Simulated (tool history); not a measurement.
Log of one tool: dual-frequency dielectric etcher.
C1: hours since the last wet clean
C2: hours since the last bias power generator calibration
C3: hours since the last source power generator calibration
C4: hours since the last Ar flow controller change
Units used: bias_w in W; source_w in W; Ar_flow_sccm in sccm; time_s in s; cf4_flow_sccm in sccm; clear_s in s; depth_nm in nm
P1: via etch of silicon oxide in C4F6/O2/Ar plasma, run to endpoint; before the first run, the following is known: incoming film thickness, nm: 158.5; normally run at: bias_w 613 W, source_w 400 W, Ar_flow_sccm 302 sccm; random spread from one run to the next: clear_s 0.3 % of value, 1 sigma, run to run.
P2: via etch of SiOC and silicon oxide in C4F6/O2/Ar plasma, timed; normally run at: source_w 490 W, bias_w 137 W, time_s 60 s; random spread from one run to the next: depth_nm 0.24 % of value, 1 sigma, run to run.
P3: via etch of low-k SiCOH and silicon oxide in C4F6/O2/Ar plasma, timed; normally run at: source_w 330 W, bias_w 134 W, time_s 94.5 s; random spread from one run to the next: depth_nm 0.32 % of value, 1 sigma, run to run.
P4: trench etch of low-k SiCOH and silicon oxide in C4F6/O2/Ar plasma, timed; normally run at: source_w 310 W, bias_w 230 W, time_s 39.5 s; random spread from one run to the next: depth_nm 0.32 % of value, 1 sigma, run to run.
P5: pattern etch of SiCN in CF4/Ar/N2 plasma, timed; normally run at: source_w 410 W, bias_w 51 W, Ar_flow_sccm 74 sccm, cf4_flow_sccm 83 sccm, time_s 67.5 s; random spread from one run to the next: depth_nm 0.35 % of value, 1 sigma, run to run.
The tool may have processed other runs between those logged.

run 1 hour=8.1 | process=P1 bias_w=613 source_w=400 Ar_flow_sccm=302 | C1=276.9 C2=807.7 C3=2406.4 C4=2841 | clear_s=34.137
run 2 hour=20.5 | process=P2 bias_w=80 source_w=490 time_s=60 | C1=289.3 C2=820.1 C3=2418.8 C4=2853.4 | depth_nm=55.766
run 3 hour=35.1 | process=P2 bias_w=137 source_w=490 time_s=60 | C1=303.9 C2=834.7 C3=2433.4 C4=2868 | depth_nm=64.509
run 4 hour=41.7 | process=P2 bias_w=137 source_w=490 time_s=60 | C1=310.5 C2=841.3 C3=2440 C4=2874.6 | depth_nm=64.481
run 5 hour=50.9 | process=P5 bias_w=33 source_w=410 Ar_flow_sccm=74 time_s=67.5 cf4_flow_sccm=83 | C1=319.7 C2=850.5 C3=2449.2 C4=2883.8 | depth_nm=43.713
run 6 hour=65.4 | process=P3 bias_w=134 source_w=330 time_s=94.5 | C1=334.2 C2=865 C3=2463.7 C4=2898.3 | depth_nm=234.61
run 7 hour=72.8 | process=P1 bias_w=613 source_w=400 Ar_flow_sccm=238 | C1=341.6 C2=872.4 C3=2471.1 C4=2905.7 | clear_s=33.284
run 8 hour=79.9 | process=P1 bias_w=731 source_w=400 Ar_flow_sccm=302 | C1=348.7 C2=879.5 C3=2478.2 C4=2912.8 | clear_s=32.047
run 9 hour=86.7 | process=P1 bias_w=613 source_w=550 Ar_flow_sccm=302 | C1=355.5 C2=886.3 C3=2485 C4=2919.6 | clear_s=30.367
run 10 hour=99.1 | process=P5 bias_w=51 source_w=410 Ar_flow_sccm=90 time_s=67.5 cf4_flow_sccm=83 | C1=367.9 C2=898.7 C3=2497.4 C4=2932 | depth_nm=47.904
run 11 hour=111.3 | process=P4 bias_w=230 source_w=310 time_s=39.5 | C1=380.1 C2=910.9 C3=2509.6 C4=2944.2 | depth_nm=118.89
run 12 hour=119.2 | process=P1 bias_w=758 source_w=400 Ar_flow_sccm=229 | C1=388 C2=918.8 C3=2517.5 C4=2952.1 | clear_s=30.562
run 13 hour=128 | process=P4 bias_w=230 source_w=310 time_s=54 | C1=396.8 C2=927.6 C3=2526.3 C4=2960.9 | depth_nm=162.35
run 14 hour=141.6 | process=P2 bias_w=137 source_w=690 time_s=60 | C1=410.4 C2=941.2 C3=2539.9 C4=2974.5 | depth_nm=73.834
run 15 hour=153.8 | process=P5 bias_w=51 source_w=410 Ar_flow_sccm=74 time_s=67.5 cf4_flow_sccm=83 | C1=422.6 C2=953.4 C3=2552.1 C4=2986.7 | depth_nm=49.706
run 16 hour=161.1 | process=P1 bias_w=613 source_w=400 Ar_flow_sccm=390 | C1=429.9 C2=960.7 C3=2559.4 C4=2994 | clear_s=35.242
run 17 hour=167.9 | process=P1 bias_w=613 source_w=400 Ar_flow_sccm=302 | C1=436.7 C2=967.5 C3=2566.2 C4=3000.8 | clear_s=34.385
run 18 hour=178.5 | process=P4 bias_w=318 source_w=310 time_s=39.5 | C1=447.3 C2=978.1 C3=2576.8 C4=3011.4 | depth_nm=133.88
run 19 hour=187.3 | process=P5 bias_w=51 source_w=410 Ar_flow_sccm=74 time_s=67.5 cf4_flow_sccm=66 | C1=456.1 C2=986.9 C3=2585.6 C4=3020.2 | depth_nm=47.869
run 20 hour=201 | process=P3 bias_w=134 source_w=330 time_s=52 | C1=469.8 C2=1000.6 C3=2599.3 C4=3033.9 | depth_nm=129.32
run 21 hour=214.2 | process=P1 bias_w=613 source_w=400 Ar_flow_sccm=302 | C1=483 C2=1013.8 C3=2612.5 C4=3047.1 | clear_s=34.213
run 22 hour=225.4 | process=P1 bias_w=394 source_w=400 Ar_flow_sccm=302 | C1=494.2 C2=1025 C3=2623.7 C4=3058.3 | clear_s=40.125
run 23 hour=239.8 | process=P2 bias_w=137 source_w=490 time_s=79.5 | C1=508.6 C2=1039.4 C3=2638.1 C4=3072.7 | depth_nm=85.441
run 24 hour=251.8 | process=P3 bias_w=134 source_w=440 time_s=94.5 | C1=520.6 C2=1051.4 C3=2650.1 C4=3084.7 | depth_nm=264.3
run 25 hour=261.8 | process=P5 bias_w=51 source_w=410 Ar_flow_sccm=74 time_s=43 cf4_flow_sccm=83 | C1=530.6 C2=1061.4 C3=2660.1 C4=3094.7 | depth_nm=31.451
run 26 hour=272.4 | process=P4 bias_w=230 source_w=220 time_s=39.5 | C1=541.2 C2=1072 C3=2670.7 C4=3105.3 | depth_nm=104.26
run 27 hour=279.5 | process=P3 bias_w=79 source_w=330 time_s=94.5 | C1=548.3 C2=1079.1 C3=2677.8 C4=3112.4 | depth_nm=202.51
run 28 hour=290.2 | process=P1 bias_w=613 source_w=400 Ar_flow_sccm=302 | C1=559 C2=1089.8 C3=2688.5 C4=3123.1 | clear_s=34.296
run 29 hour=303.9 | process=P4 bias_w=230 source_w=310 time_s=39.5 | C1=572.7 C2=1103.5 C3=2702.2 C4=3136.8 | depth_nm=119.8
run 30 hour=314.2 | process=P1 bias_w=613 source_w=270 Ar_flow_sccm=302 | C1=583 C2=1113.8 C3=2712.5 C4=3147.1 | clear_s=39.474

What does the tool deliver on the next run?
run 31 hour=321.7 | process=P1 bias_w=613 source_w=400 Ar_flow_sccm=302 | C1=590.5 C2=1121.3 C3=2720 C4=3154.6 | clear_s=?

Logged for run 31: clear_s 34.068 s.

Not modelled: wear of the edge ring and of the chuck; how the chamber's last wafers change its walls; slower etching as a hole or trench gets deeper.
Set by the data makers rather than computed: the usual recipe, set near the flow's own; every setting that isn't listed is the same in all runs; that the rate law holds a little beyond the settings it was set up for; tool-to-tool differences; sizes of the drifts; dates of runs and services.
